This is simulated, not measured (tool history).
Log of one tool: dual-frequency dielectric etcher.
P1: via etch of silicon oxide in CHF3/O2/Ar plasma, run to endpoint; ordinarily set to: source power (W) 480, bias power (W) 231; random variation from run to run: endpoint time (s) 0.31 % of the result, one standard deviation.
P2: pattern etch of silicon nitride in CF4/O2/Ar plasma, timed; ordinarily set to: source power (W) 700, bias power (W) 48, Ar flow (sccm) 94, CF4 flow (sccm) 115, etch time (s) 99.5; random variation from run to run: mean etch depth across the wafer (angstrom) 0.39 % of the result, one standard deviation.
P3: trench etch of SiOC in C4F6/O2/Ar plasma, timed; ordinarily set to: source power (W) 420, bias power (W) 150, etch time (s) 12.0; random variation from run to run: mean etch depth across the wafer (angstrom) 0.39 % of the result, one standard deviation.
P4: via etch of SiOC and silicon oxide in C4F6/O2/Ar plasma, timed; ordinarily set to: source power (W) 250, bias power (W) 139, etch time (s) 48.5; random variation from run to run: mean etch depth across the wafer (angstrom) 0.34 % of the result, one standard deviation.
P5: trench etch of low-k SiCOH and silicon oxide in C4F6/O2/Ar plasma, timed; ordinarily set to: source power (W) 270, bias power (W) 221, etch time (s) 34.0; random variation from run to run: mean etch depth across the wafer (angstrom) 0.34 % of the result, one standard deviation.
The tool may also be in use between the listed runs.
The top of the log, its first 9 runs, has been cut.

run,hour,process that ran,source power (W),bias power (W),etch time (s),Ar flow (sccm),CF4 flow (sccm),endpoint time (s),mean etch depth across the wafer (angstrom)
# hour 62.3: source power generator calibrated
10,69.0,P4,250,92,48.5,,,,368.42
11,78.1,P5,270,221,20.5,,,,594.23
12,84.5,P1,480,325,,,,375.66,
13,92.2,P1,480,231,,,,424.96,
14,98.2,P1,480,231,,,,423.96,
15,104.2,P2,700,48,99.5,75,115,,2587.40
16,112.3,P1,350,231,,,,479.34,
17,119.9,P2,700,60,99.5,94,115,,2733.20
18,127.1,P3,420,94,12.0,,,,215.42
19,132.9,P2,700,48,99.5,94,115,,2528.20
20,138.7,P3,420,150,12.0,,,,246.14
21,145.2,P5,270,221,34.0,,,,987.51
22,149.9,P1,670,231,,,,374.33,
23,155.0,P1,480,231,,,,422.62,
24,159.7,P2,700,48,99.5,94,151,,2602.60
25,167.4,P1,360,311,,,,423.33,
26,176.2,P2,700,48,56.0,94,115,,1429.00
27,183.1,P3,420,150,12.0,,,,244.29
28,191.0,P1,480,143,,,,502.40,
29,195.7,P4,250,139,60.0,,,,514.70
30,201.7,P1,640,285,,,,353.10,
31,207.4,P5,270,130,34.0,,,,828.69
32,212.0,P4,340,139,48.5,,,,472.46
33,219.8,P3,420,150,15.0,,,,305.43

Estimate the outcome of run 34 from the log above:
34,225.3,P1,480,231,,,,?,

endpoint time (s): 424.66
